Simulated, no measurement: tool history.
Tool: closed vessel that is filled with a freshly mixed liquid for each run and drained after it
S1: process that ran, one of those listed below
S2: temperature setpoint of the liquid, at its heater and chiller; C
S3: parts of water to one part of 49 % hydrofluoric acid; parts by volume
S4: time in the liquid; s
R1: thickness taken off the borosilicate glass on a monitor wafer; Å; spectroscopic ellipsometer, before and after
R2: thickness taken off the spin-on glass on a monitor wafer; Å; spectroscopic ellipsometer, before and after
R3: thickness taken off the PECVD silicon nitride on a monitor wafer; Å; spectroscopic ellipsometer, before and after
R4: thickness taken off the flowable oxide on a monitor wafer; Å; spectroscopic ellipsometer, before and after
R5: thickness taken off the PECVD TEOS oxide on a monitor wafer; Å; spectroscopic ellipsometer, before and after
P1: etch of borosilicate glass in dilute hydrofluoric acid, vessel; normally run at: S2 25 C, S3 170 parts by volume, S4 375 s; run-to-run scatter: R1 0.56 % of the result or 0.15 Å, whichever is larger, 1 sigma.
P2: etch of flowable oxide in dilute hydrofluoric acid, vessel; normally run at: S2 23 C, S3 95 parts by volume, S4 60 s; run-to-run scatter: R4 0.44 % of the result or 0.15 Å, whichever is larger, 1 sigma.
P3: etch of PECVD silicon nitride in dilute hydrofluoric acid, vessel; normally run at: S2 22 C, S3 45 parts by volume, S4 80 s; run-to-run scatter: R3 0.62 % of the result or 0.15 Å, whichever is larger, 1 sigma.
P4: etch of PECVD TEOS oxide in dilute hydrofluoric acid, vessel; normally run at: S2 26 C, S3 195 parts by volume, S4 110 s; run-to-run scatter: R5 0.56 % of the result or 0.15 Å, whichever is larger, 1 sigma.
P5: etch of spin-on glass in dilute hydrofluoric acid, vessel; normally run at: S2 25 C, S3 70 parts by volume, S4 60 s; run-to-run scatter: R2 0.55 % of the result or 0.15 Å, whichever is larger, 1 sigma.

run,day,S1,S2,S3,S4,R1,R2,R3,R4,R5
1,0.254,P1,25,170,375,577.73,,,,
2,0.508,P5,25,70,90,,409.23,,,
3,0.65,P1,25,170,375,582.3,,,,
4,0.854,P1,25,170,590,898.01,,,,
5,1.004,P1,25,170,375,580.46,,,,
6,1.283,P5,25,70,60,,273.46,,,
7,1.575,P3,22,20,80,,,98.962,,
8,1.792,P3,22,45,80,,,45.305,,
9,1.925,P2,23,95,60,,,,332.28,
10,2.179,P1,25,50,375,2288.5,,,,
11,2.429,P1,25,240,375,380.1,,,,
12,2.638,P2,29.5,95,60,,,,430.04,
13,2.842,P4,26,285,110,,,,,28.969
14,3.058,P4,26,195,110,,,,,46.807
15,3.254,P2,23,175,60,,,,164.72,
16,3.533,P2,23,95,60,,,,332.72,
17,3.771,P1,25,170,375,579.61,,,,
18,3.904,P1,28.5,170,375,659.91,,,,
19,4.046,P5,25,125,60,,140.8,,,
20,4.3,P4,26,195,30,,,,,12.82
21,4.504,P1,19,170,375,458.93,,,,
22,4.733,P3,22,45,30,,,16.905,,
23,4.904,P2,23,95,85,,,,473.93,
24,5.183,P1,25,170,375,583.27,,,,
25,5.425,P3,22,45,80,,,45.166,,
26,5.592,P1,25,170,120,185.68,,,,
27,5.838,P4,31,195,110,,,,,55.675
28,6.012,P3,30,45,80,,,77.058,,
29,6.217,P1,25,40,545,4205.4,,,,
30,6.442,P5,17,70,60,,194.31,,,
31,6.675,P1,25,170,375,578.93,,,,
32,6.858,P1,25,170,375,574.5,,,,
33,7.121,P1,25,170,375,550.14,,,,
34,7.375,P1,25,170,375,545.7,,,,
35,7.588,P1,25,170,375,544.75,,,,
36,7.812,P1,25,170,375,536.42,,,,
37,7.979,P1,25,170,375,538.55,,,,
38,8.25,P1,25,170,375,537.75,,,,

What P1 gives has crept away from where it was. These 2 causes fit the log equally well, each at the size given:
A: liquid colder than its thermometer reads (K) = 1.98
B: hydrofluoric acid flow below the setpoint (%) = 6.02
The creep began at about day 6.858.

4 check runs are offered, one wafer each, their results left as question marks. Which one tells the causes apart?
check 1,8.521,P5,25,70,60,,?,,,
check 2,8.521,P4,26,195,110,,,,,?
check 3,8.521,P2,23,95,60,,,,?,
check 4,8.521,P3,22,45,80,,,?,,

What each check would give under each cause:
check,result,if A,if B
check 1,R2,251.13,254.23
check 2,R5,43.59,43.438
check 3,R4,308.21,311.52
check 4,R3,39.272,42.39
How far apart the two closest causes lie, in the result that separates them most: check 1 1.23 %; check 2 0.35 %; check 3 1.07 %; check 4 7.64 %
Only check 4 tells the causes apart: in the others they would give nearly the same result.

Check 4 was then run and gave: R3 42.89 Å. Which cause is it?

It is B: hydrofluoric acid flow below the setpoint (%).
